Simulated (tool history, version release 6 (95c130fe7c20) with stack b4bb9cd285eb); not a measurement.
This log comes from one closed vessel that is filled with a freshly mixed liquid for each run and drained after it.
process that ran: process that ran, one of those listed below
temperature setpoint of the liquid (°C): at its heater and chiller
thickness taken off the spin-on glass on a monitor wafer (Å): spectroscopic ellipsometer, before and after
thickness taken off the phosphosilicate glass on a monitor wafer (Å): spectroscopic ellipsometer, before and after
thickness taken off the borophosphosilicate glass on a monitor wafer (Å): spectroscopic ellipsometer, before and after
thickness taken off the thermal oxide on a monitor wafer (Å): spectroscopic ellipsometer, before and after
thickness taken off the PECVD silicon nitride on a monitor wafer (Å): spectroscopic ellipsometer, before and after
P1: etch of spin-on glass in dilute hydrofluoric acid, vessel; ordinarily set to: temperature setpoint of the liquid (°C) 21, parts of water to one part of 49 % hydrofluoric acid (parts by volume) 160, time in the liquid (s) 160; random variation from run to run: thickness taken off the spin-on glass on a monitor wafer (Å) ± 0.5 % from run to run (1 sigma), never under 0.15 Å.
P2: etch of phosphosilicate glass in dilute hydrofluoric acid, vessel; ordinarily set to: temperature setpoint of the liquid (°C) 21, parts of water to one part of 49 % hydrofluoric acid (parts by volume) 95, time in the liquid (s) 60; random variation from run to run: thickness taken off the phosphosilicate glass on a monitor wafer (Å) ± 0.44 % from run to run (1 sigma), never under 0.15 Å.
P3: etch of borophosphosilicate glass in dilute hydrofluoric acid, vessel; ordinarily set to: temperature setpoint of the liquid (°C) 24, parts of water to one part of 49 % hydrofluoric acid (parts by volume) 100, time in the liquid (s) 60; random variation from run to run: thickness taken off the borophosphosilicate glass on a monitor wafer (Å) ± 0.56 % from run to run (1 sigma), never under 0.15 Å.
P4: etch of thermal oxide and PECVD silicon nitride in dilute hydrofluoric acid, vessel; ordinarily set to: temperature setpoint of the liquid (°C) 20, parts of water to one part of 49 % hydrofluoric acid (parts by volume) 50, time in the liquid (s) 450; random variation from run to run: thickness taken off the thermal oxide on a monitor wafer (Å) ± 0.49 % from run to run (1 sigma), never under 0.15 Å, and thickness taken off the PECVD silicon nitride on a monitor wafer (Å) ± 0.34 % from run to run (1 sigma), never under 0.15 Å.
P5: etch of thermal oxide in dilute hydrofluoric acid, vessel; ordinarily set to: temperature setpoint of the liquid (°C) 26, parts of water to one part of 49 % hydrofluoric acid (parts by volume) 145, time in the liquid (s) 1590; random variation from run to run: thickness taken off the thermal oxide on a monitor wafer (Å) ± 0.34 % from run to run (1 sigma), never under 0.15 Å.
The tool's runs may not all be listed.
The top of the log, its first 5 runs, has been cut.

| run | hour | process that ran | temperature setpoint of the liquid (°C) | parts of water to one part of 49 % hydrofluoric acid (parts by volume) | time in the liquid (s) | hours since the thermometer was replaced | hours since the hydrofluoric acid flow meter was replaced | thickness taken off the spin-on glass on a monitor wafer (Å) | thickness taken off the phosphosilicate glass on a monitor wafer (Å) | thickness taken off the borophosphosilicate glass on a monitor wafer (Å) | thickness taken off the thermal oxide on a monitor wafer (Å) | thickness taken off the PECVD silicon nitride on a monitor wafer (Å) |
|---|---|---|---|---|---|---|---|---|---|---|---|---|
| 6 | 39 | P1 | 21 | 160 | 30 | 1514.3 | 1234.5 | 66.606 |  |  |  |  |
| 7 | 45.2 | P1 | 21 | 160 | 160 | 1520.5 | 1240.7 | 353.77 |  |  |  |  |
| 8 | 51.8 | P2 | 21 | 160 | 60 | 1527.1 | 1247.3 |  | 399.88 |  |  |  |
| 9 | 56 | P4 | 20 | 50 | 860 | 1531.3 | 1251.5 |  |  |  | 757.59 | 510.88 |
| 10 | 63.2 | P1 | 21 | 95 | 30 | 1538.5 | 1258.7 | 119.37 |  |  |  |  |
| 11 | 70.1 | P2 | 28 | 95 | 60 | 1545.4 | 1265.6 |  | 951.66 |  |  |  |
| 12 | 73.6 | P3 | 31 | 100 | 60 | 1548.9 | 1269.1 |  |  | 407.94 |  |  |
| 13 | 79.2 | P1 | 21 | 160 | 235 | 1554.5 | 1274.7 | 519.57 |  |  |  |  |
| 14 | 87 | P5 | 26 | 45 | 1590 | 1562.3 | 1282.5 |  |  |  | 1934.5 |  |
| 15 | 91.8 | P4 | 17 | 50 | 450 | 1567.1 | 1287.3 |  |  |  | 346.53 | 216.32 |
| 16 | 98.2 | P1 | 21 | 160 | 160 | 1573.5 | 1293.7 | 348.36 |  |  |  |  |
| 17 | 102.9 | P1 | 21 | 160 | 160 | 1578.2 | 1298.4 | 354.46 |  |  |  |  |
| 18 | 106.8 | P1 | 21 | 160 | 160 | 1582.1 | 1302.3 | 351.67 |  |  |  |  |
| 19 | 114.5 | P1 | 25 | 160 | 160 | 1589.8 | 1310 | 412.31 |  |  |  |  |
| 20 | 119.7 | P4 | 20 | 50 | 450 | 1595 | 1315.2 |  |  |  | 398.35 | 265.58 |
| 21 | 125.1 | P3 | 24 | 100 | 60 | 1600.4 | 1320.6 |  |  | 313.88 |  |  |
| 22 | 129.8 | P5 | 26 | 145 | 1590 | 1605.1 | 1325.3 |  |  |  | 525.22 |  |
| 23 | 135.9 | P1 | 21 | 70 | 160 | 1611.2 | 1331.4 | 890.49 |  |  |  |  |
| 24 | 141.6 | P2 | 21 | 95 | 30 | 1616.9 | 1337.1 |  | 362.44 |  |  |  |
| 25 | 145.7 | P5 | 26 | 145 | 30 | 1621 | 1341.2 |  |  |  | 9.6882 |  |
| 26 | 153.1 | P4 | 20 | 50 | 450 | 1628.4 | 1348.6 |  |  |  | 398.24 | 267.74 |

What does the tool deliver on the next run?
| 27 | 160.5 | P2 | 21 | 95 | 60 | 1635.8 | 1356 |  | ? |  |  |  |

thickness taken off the phosphosilicate glass on a monitor wafer (Å): 717.63

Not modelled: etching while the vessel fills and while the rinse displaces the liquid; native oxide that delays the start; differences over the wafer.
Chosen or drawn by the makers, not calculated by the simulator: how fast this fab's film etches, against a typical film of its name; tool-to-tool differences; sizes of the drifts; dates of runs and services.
